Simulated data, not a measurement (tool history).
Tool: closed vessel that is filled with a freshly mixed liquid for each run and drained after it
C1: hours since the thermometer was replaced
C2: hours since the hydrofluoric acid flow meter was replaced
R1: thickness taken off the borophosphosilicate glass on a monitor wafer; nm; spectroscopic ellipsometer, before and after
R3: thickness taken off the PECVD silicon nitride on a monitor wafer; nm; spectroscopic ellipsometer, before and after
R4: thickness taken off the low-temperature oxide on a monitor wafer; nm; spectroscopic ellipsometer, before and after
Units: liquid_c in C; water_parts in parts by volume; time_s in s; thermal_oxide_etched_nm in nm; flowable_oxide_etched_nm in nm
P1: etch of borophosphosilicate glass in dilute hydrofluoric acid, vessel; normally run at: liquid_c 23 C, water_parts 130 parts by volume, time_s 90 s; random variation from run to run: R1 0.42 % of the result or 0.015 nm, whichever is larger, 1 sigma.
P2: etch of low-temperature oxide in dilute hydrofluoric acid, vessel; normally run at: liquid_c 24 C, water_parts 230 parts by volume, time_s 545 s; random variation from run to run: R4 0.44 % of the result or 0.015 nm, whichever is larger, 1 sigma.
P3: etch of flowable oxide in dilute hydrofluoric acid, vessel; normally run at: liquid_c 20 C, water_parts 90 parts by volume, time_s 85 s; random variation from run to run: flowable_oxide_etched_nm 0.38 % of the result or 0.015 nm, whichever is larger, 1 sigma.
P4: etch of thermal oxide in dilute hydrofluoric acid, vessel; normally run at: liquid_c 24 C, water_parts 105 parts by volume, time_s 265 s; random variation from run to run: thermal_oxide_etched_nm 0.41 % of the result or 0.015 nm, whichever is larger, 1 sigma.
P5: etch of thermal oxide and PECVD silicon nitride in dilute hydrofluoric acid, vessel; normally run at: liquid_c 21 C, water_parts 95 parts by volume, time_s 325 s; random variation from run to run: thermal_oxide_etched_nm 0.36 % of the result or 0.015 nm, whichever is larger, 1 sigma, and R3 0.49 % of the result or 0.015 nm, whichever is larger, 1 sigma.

{"run": 1, "hour": 10.6, "process": "P1", "liquid_c": 23, "water_parts": 130, "time_s": 90, "C1": 694.7, "C2": 952.1, "R1": 28.966}
{"run": 2, "hour": 19.9, "process": "P5", "liquid_c": 21, "water_parts": 95, "time_s": 325, "C1": 704, "C2": 961.4, "thermal_oxide_etched_nm": 14.502, "R3": 15.813}
{"run": 3, "hour": 30.6, "process": "P1", "liquid_c": 17, "water_parts": 130, "time_s": 160, "C1": 714.7, "C2": 972.1, "R1": 40.68}
{"run": 4, "hour": 39.5, "process": "P1", "liquid_c": 23, "water_parts": 130, "time_s": 90, "C1": 723.6, "C2": 981, "R1": 28.977}
{"run": 5, "hour": 48.8, "process": "P4", "liquid_c": 17, "water_parts": 105, "time_s": 265, "C1": 732.9, "C2": 990.3, "thermal_oxide_etched_nm": 9.1578}
{"run": 6, "hour": 59.2, "process": "P4", "liquid_c": 24, "water_parts": 105, "time_s": 265, "C1": 743.3, "C2": 1000.7, "thermal_oxide_etched_nm": 12.187}
{"run": 7, "hour": 73.4, "process": "P1", "liquid_c": 23, "water_parts": 130, "time_s": 90, "C1": 757.5, "C2": 1014.9, "R1": 29.173}
{"run": 8, "hour": 85.6, "process": "P1", "liquid_c": 23, "water_parts": 130, "time_s": 90, "C1": 769.7, "C2": 1027.1, "R1": 29.121}
{"run": 9, "hour": 98.0, "process": "P2", "liquid_c": 24, "water_parts": 95, "time_s": 545, "C1": 782.1, "C2": 1039.5, "R4": 59.72}
{"run": 10, "hour": 104.9, "process": "P4", "liquid_c": 24, "water_parts": 105, "time_s": 30, "C1": 789, "C2": 1046.4, "thermal_oxide_etched_nm": 1.3521}
{"run": 11, "hour": 114.3, "process": "P4", "liquid_c": 24, "water_parts": 150, "time_s": 265, "C1": 798.4, "C2": 1055.8, "thermal_oxide_etched_nm": 8.0747}
{"hour": 115.2, "done": "hydrofluoric acid flow meter replaced"}
{"run": 12, "hour": 125.4, "process": "P3", "liquid_c": 20, "water_parts": 90, "time_s": 85, "C1": 809.5, "C2": 10.2, "flowable_oxide_etched_nm": 42.873}
{"run": 13, "hour": 133.4, "process": "P2", "liquid_c": 24, "water_parts": 230, "time_s": 545, "C1": 817.5, "C2": 18.2, "R4": 21.163}
{"run": 14, "hour": 145.6, "process": "P1", "liquid_c": 23, "water_parts": 130, "time_s": 175, "C1": 829.7, "C2": 30.4, "R1": 56.152}
{"run": 15, "hour": 159.9, "process": "P1", "liquid_c": 23, "water_parts": 185, "time_s": 145, "C1": 844, "C2": 44.7, "R1": 30.833}
{"run": 16, "hour": 170.0, "process": "P1", "liquid_c": 23, "water_parts": 130, "time_s": 90, "C1": 854.1, "C2": 54.8, "R1": 28.997}
{"run": 17, "hour": 178.2, "process": "P5", "liquid_c": 21, "water_parts": 40, "time_s": 325, "C1": 862.3, "C2": 63, "thermal_oxide_etched_nm": 37.066, "R3": 37.204}
{"run": 18, "hour": 189.8, "process": "P2", "liquid_c": 31, "water_parts": 230, "time_s": 545, "C1": 873.9, "C2": 74.6, "R4": 27.236}
{"run": 19, "hour": 197.2, "process": "P3", "liquid_c": 20, "water_parts": 90, "time_s": 30, "C1": 881.3, "C2": 82, "flowable_oxide_etched_nm": 14.975}
{"run": 20, "hour": 204.4, "process": "P5", "liquid_c": 21, "water_parts": 95, "time_s": 475, "C1": 888.5, "C2": 89.2, "thermal_oxide_etched_nm": 21.128, "R3": 23.32}
{"run": 21, "hour": 218.6, "process": "P3", "liquid_c": 27, "water_parts": 90, "time_s": 85, "C1": 902.7, "C2": 103.4, "flowable_oxide_etched_nm": 56.319}
{"run": 22, "hour": 229.2, "process": "P1", "liquid_c": 23, "water_parts": 130, "time_s": 90, "C1": 913.3, "C2": 114, "R1": 28.902}
{"run": 23, "hour": 242.6, "process": "P2", "liquid_c": 24, "water_parts": 230, "time_s": 1010, "C1": 926.7, "C2": 127.4, "R4": 39.758}
{"run": 24, "hour": 249.1, "process": "P1", "liquid_c": 23, "water_parts": 180, "time_s": 90, "C1": 933.2, "C2": 133.9, "R1": 19.914}
{"hour": 250.2, "done": "thermometer replaced"}
{"run": 25, "hour": 262.7, "process": "P1", "liquid_c": 23, "water_parts": 130, "time_s": 90, "C1": 12.6, "C2": 147.5, "R1": 29}
{"run": 26, "hour": 274.8, "process": "P5", "liquid_c": 17, "water_parts": 95, "time_s": 325, "C1": 24.7, "C2": 159.6, "thermal_oxide_etched_nm": 12.221, "R3": 12.089}
{"run": 27, "hour": 282.5, "process": "P1", "liquid_c": 23, "water_parts": 130, "time_s": 30, "C1": 32.4, "C2": 167.3, "R1": 9.6568}
{"run": 28, "hour": 294.4, "process": "P1", "liquid_c": 23, "water_parts": 30, "time_s": 90, "C1": 44.3, "C2": 179.2, "R1": 142.17}
{"run": 29, "hour": 304.8, "process": "P1", "liquid_c": 29.5, "water_parts": 130, "time_s": 90, "C1": 54.7, "C2": 189.6, "R1": 37.334}
{"run": 30, "hour": 313.2, "process": "P1", "liquid_c": 17.5, "water_parts": 130, "time_s": 90, "C1": 63.1, "C2": 198, "R1": 23.206}
{"run": 31, "hour": 322.3, "process": "P3", "liquid_c": 20, "water_parts": 30, "time_s": 85, "C1": 72.2, "C2": 207.1, "flowable_oxide_etched_nm": 136.89}
{"run": 32, "hour": 330.4, "process": "P3", "liquid_c": 20, "water_parts": 90, "time_s": 85, "C1": 80.3, "C2": 215.2, "flowable_oxide_etched_nm": 42.566}

Forecast run 33:
{"run": 33, "hour": 344.3, "process": "P1", "liquid_c": 23, "water_parts": 130, "time_s": 90, "C1": 94.2, "C2": 229.1, "R1": "?"}

Run 33 gave R1 28.884 nm.
